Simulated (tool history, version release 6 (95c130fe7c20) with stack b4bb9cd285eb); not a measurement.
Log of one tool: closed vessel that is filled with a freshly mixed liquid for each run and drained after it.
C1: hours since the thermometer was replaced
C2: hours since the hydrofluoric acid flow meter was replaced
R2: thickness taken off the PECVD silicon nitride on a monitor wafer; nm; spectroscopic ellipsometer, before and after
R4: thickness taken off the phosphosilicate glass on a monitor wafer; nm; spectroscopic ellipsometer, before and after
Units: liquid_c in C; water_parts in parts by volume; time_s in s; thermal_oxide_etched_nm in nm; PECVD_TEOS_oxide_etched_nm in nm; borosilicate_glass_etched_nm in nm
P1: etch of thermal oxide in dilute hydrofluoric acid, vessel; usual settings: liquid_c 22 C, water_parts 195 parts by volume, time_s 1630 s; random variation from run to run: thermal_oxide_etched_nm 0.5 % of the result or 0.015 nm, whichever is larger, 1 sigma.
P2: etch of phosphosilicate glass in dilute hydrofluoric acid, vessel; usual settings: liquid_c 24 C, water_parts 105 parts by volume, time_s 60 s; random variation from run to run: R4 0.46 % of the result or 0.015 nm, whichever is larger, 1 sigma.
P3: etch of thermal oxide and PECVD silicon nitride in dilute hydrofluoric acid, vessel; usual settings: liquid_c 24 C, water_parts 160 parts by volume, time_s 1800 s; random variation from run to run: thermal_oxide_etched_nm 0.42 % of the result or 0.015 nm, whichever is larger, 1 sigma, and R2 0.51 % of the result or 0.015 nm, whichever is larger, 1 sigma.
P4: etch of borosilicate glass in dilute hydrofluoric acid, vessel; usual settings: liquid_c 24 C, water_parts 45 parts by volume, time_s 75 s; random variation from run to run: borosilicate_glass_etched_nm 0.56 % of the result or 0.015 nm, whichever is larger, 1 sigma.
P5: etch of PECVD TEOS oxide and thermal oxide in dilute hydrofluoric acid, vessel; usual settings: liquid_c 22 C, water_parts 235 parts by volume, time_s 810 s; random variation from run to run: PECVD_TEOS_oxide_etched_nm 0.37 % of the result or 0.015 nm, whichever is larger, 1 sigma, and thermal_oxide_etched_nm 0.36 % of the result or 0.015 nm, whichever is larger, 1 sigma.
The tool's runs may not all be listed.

Run 1, hour 5.1: process P1, liquid_c 22 C, water_parts 195 parts by volume, time_s 1630 s; C1 393.1; C2 726.9. Result: thermal_oxide_etched_nm 32.12 nm.
Run 2, hour 12.1: process P3, liquid_c 24 C, water_parts 55 parts by volume, time_s 1800 s; C1 400.1; C2 733.9. Result: thermal_oxide_etched_nm 160.19 nm, R2 140.47 nm.
Run 3, hour 19.4: process P5, liquid_c 22 C, water_parts 235 parts by volume, time_s 255 s; C1 407.4; C2 741.2. Result: thermal_oxide_etched_nm 4.3929 nm, PECVD_TEOS_oxide_etched_nm 11.202 nm.
Run 4, hour 26: process P1, liquid_c 30 C, water_parts 80 parts by volume, time_s 1630 s; C1 414; C2 747.8. Result: thermal_oxide_etched_nm 121.89 nm.
Run 5, hour 30.3: process P5, liquid_c 22 C, water_parts 235 parts by volume, time_s 810 s; C1 418.3; C2 752.1. Result: thermal_oxide_etched_nm 13.844 nm, PECVD_TEOS_oxide_etched_nm 35.713 nm.
Run 6, hour 36: process P1, liquid_c 22 C, water_parts 355 parts by volume, time_s 1630 s; C1 424; C2 757.8. Result: thermal_oxide_etched_nm 15.181 nm.
Run 7, hour 41.7: process P1, liquid_c 17 C, water_parts 195 parts by volume, time_s 1630 s; C1 429.7; C2 763.5. Result: thermal_oxide_etched_nm 26.286 nm.
Run 8, hour 47.3: process P2, liquid_c 24 C, water_parts 105 parts by volume, time_s 30 s; C1 435.3; C2 769.1. Result: R4 47.57 nm.
Run 9, hour 53.7: process P2, liquid_c 24 C, water_parts 180 parts by volume, time_s 60 s; C1 441.7; C2 775.5. Result: R4 51.106 nm.
Run 10, hour 59.3: process P4, liquid_c 29.5 C, water_parts 45 parts by volume, time_s 75 s; C1 447.3; C2 781.1. Result: borosilicate_glass_etched_nm 58.131 nm.
Run 11, hour 66.8: process P1, liquid_c 22 C, water_parts 100 parts by volume, time_s 1630 s; C1 454.8; C2 788.6. Result: thermal_oxide_etched_nm 68.533 nm.
Run 12, hour 74: process P4, liquid_c 24 C, water_parts 75 parts by volume, time_s 75 s; C1 462; C2 795.8. Result: borosilicate_glass_etched_nm 26.746 nm.
Run 13, hour 77.6: process P1, liquid_c 22 C, water_parts 195 parts by volume, time_s 2465 s; C1 465.6; C2 799.4. Result: thermal_oxide_etched_nm 48.152 nm.
Run 14, hour 81.2: process P2, liquid_c 24 C, water_parts 105 parts by volume, time_s 60 s; C1 469.2; C2 803. Result: R4 95.767 nm.
Run 15, hour 84.7: process P4, liquid_c 24 C, water_parts 45 parts by volume, time_s 75 s; C1 472.7; C2 806.5. Result: borosilicate_glass_etched_nm 46.861 nm.
Run 16, hour 91.5: process P1, liquid_c 22 C, water_parts 195 parts by volume, time_s 1630 s; C1 479.5; C2 813.3. Result: thermal_oxide_etched_nm 32.126 nm.
Run 17, hour 97.4: process P3, liquid_c 24 C, water_parts 160 parts by volume, time_s 30 s; C1 485.4; C2 819.2. Result: thermal_oxide_etched_nm 0.83326 nm, R2 0.84604 nm.
Run 18, hour 102.7: process P3, liquid_c 31.5 C, water_parts 160 parts by volume, time_s 1800 s; C1 490.7; C2 824.5. Result: thermal_oxide_etched_nm 63.677 nm, R2 77.6 nm.
Run 19, hour 109.2: process P5, liquid_c 18 C, water_parts 235 parts by volume, time_s 810 s; C1 497.2; C2 831. Result: thermal_oxide_etched_nm 11.936 nm, PECVD_TEOS_oxide_etched_nm 30.545 nm.

Forecast run 20:
Run 20, hour 114.9: process P2, liquid_c 24 C, water_parts 105 parts by volume, time_s 60 s; C1 502.9; C2 836.7. Result: R4 ?.

{"run 20": {"R4": 95.35}}
